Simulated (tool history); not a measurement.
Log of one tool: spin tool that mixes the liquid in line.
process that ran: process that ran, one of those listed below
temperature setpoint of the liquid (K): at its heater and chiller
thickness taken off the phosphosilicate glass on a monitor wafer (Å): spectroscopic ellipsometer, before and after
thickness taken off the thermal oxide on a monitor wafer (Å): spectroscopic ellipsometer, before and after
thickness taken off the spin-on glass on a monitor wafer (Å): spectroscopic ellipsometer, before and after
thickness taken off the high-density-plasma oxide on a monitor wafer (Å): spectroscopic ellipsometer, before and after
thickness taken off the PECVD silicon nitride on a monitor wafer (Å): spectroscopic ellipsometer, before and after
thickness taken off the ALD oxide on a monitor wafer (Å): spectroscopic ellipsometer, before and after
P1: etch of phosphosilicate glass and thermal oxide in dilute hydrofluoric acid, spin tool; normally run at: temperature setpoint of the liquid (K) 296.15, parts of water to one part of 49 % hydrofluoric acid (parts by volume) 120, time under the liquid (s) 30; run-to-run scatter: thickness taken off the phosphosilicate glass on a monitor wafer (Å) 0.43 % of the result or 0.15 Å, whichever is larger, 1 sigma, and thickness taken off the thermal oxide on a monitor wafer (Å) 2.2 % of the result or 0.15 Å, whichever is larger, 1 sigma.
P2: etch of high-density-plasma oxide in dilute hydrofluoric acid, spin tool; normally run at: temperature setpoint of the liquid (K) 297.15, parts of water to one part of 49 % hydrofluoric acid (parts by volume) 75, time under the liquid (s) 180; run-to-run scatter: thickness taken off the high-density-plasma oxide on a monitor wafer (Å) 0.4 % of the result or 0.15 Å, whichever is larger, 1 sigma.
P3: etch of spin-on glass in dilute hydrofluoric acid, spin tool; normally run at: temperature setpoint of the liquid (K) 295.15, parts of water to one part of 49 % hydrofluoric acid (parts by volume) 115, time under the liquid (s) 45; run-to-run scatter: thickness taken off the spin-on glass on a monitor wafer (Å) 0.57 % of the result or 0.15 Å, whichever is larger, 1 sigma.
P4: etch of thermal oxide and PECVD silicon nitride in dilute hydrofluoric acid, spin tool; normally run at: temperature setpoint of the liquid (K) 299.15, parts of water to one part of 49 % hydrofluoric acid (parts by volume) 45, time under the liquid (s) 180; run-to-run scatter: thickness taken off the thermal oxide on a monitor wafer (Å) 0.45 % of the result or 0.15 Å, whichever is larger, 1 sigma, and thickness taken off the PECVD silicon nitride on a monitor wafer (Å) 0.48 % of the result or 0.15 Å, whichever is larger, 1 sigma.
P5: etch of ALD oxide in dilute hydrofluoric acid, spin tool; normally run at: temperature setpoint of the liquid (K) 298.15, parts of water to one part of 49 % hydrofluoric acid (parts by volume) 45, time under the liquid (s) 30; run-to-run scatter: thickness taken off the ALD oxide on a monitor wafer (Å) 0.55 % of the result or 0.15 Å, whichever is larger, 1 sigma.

run,hour,process that ran,temperature setpoint of the liquid (K),parts of water to one part of 49 % hydrofluoric acid (parts by volume),time under the liquid (s),thickness taken off the phosphosilicate glass on a monitor wafer (Å),thickness taken off the thermal oxide on a monitor wafer (Å),thickness taken off the spin-on glass on a monitor wafer (Å),thickness taken off the high-density-plasma oxide on a monitor wafer (Å),thickness taken off the PECVD silicon nitride on a monitor wafer (Å),thickness taken off the ALD oxide on a monitor wafer (Å)
1,12.8,P1,296.15,120,30,202.73,10.179,,,,
2,26.9,P3,300.65,115,45,,,167.54,,,
3,40.6,P1,296.15,120,65,443.11,23.307,,,,
4,48.3,P1,296.15,205,30,109.53,6.0107,,,,
5,59.3,P1,296.15,120,30,204.7,10.328,,,,
6,74.8,P3,295.15,170,45,,,85.624,,,
7,90.2,P2,297.15,75,280,,,,431.89,,
8,99.3,P4,299.15,45,180,,225.03,,,109.93,
9,106.7,P2,303.65,75,180,,,,358.64,,
10,120.7,P3,295.15,115,45,,,137.2,,,
11,132.9,P3,295.15,115,65,,,197.42,,,
12,142.7,P4,304.15,45,180,,273.8,,,153.52,
13,152.1,P1,296.15,120,15,102.61,5.3109,,,,
14,162.9,P5,298.15,45,15,,,,,,95.92
15,171,P4,299.15,45,180,,224.91,,,110.27,
16,183.8,P5,298.15,45,30,,,,,,192.72
17,199.3,P2,297.15,75,180,,,,276.78,,
18,212.2,P1,296.15,120,30,203.92,10.731,,,,
19,225.5,P5,298.15,60,30,,,,,,142.03
20,232.6,P1,296.15,120,30,203.98,10.703,,,,
21,242.5,P1,300.15,120,30,239.36,12.271,,,,
22,250.9,P1,296.15,205,45,162.97,8.786,,,,
23,265.4,P2,297.15,75,180,,,,276.64,,
24,272.1,P4,299.15,45,35,,43.494,,,21.048,
25,281.3,P1,296.15,60,30,435.33,23.605,,,,
26,290.3,P1,292.15,120,30,173.66,8.8347,,,,
27,298.8,P5,306.15,45,30,,,,,,262.41
28,310.7,P4,299.15,20,180,,522.78,,,239.54,
29,318.3,P1,296.15,120,30,204.9,10.603,,,,
30,330,P2,297.15,130,180,,,,149.74,,

Run 31 comes next. What will it give?
31,343.2,P1,296.15,120,30,?,?,,,,

{"run 31": {"thickness taken off the phosphosilicate glass on a monitor wafer (Å)": 204.53, "thickness taken off the thermal oxide on a monitor wafer (Å)": 10.359}}

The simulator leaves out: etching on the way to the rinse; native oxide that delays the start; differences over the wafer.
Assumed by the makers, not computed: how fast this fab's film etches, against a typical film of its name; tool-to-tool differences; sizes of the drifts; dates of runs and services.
